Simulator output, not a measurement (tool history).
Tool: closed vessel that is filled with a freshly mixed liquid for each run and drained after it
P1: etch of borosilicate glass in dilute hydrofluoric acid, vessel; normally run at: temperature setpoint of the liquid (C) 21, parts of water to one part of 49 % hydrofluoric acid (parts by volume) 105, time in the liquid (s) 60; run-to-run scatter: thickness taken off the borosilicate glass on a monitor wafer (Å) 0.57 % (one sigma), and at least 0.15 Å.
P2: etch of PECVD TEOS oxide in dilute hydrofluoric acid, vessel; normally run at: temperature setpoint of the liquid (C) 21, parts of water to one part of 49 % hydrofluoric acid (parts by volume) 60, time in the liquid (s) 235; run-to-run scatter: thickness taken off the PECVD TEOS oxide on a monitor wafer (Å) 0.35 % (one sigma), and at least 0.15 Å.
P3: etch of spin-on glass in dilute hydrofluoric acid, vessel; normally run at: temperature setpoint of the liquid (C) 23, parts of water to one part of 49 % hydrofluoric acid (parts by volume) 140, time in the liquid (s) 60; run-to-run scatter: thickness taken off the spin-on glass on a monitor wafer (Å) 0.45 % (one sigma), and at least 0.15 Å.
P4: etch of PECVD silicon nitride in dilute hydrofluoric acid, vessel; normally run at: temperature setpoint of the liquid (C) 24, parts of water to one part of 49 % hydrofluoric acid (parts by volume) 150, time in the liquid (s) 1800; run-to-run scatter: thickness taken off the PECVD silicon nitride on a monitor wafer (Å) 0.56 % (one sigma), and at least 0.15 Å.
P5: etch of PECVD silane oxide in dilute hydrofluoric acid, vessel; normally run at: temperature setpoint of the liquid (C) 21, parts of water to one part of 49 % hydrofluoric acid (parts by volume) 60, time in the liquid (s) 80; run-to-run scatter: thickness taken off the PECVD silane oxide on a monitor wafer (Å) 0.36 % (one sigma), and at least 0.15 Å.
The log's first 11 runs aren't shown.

run,day,process that ran,temperature setpoint of the liquid (C),parts of water to one part of 49 % hydrofluoric acid (parts by volume),time in the liquid (s),hours since the thermometer was replaced,hours since the hydrofluoric acid flow meter was replaced,thickness taken off the borosilicate glass on a monitor wafer (Å),thickness taken off the PECVD TEOS oxide on a monitor wafer (Å),thickness taken off the PECVD silicon nitride on a monitor wafer (Å),thickness taken off the spin-on glass on a monitor wafer (Å),thickness taken off the PECVD silane oxide on a monitor wafer (Å)
12,7.25,P4,29,150,1800,1545.3,322,,,292.35,,
13,7.688,P4,24,150,30,1555.8,332.5,,,3.6308,,
14,8.042,P3,23,75,60,1564.3,341,,,,308.73,
15,8.604,P2,21,90,235,1577.8,354.5,,361.25,,,
16,8.946,P4,24,150,1800,1586,362.7,,,211.77,,
17,9.3,P1,24.5,105,30,1594.5,371.2,113.27,,,,
# day 9.438: hydrofluoric acid flow meter replaced
18,10.017,P1,21,105,60,1611.7,13.9,196.97,,,,
19,10.433,P1,21,105,60,1621.7,23.9,194.99,,,,
20,10.917,P1,21,170,60,1633.3,35.5,113.75,,,,
21,11.458,P5,28,60,80,1646.3,48.5,,,,,362.12
22,11.946,P5,21,60,80,1658,60.2,,,,,273.46
23,12.3,P3,18,140,60,1666.5,68.7,,,,125.05,
24,12.675,P2,21,60,235,1675.5,77.7,,565.13,,,
25,13.058,P5,21,60,80,1684.7,86.9,,,,,270.28
26,13.621,P5,21,60,35,1698.2,100.4,,,,,119.38
27,14.333,P1,17,105,60,1715.3,117.5,167.66,,,,

Forecast run 28:
28,14.667,P3,23,140,60,1723.3,125.5,,,,?,

thickness taken off the spin-on glass on a monitor wafer (Å): 151.57
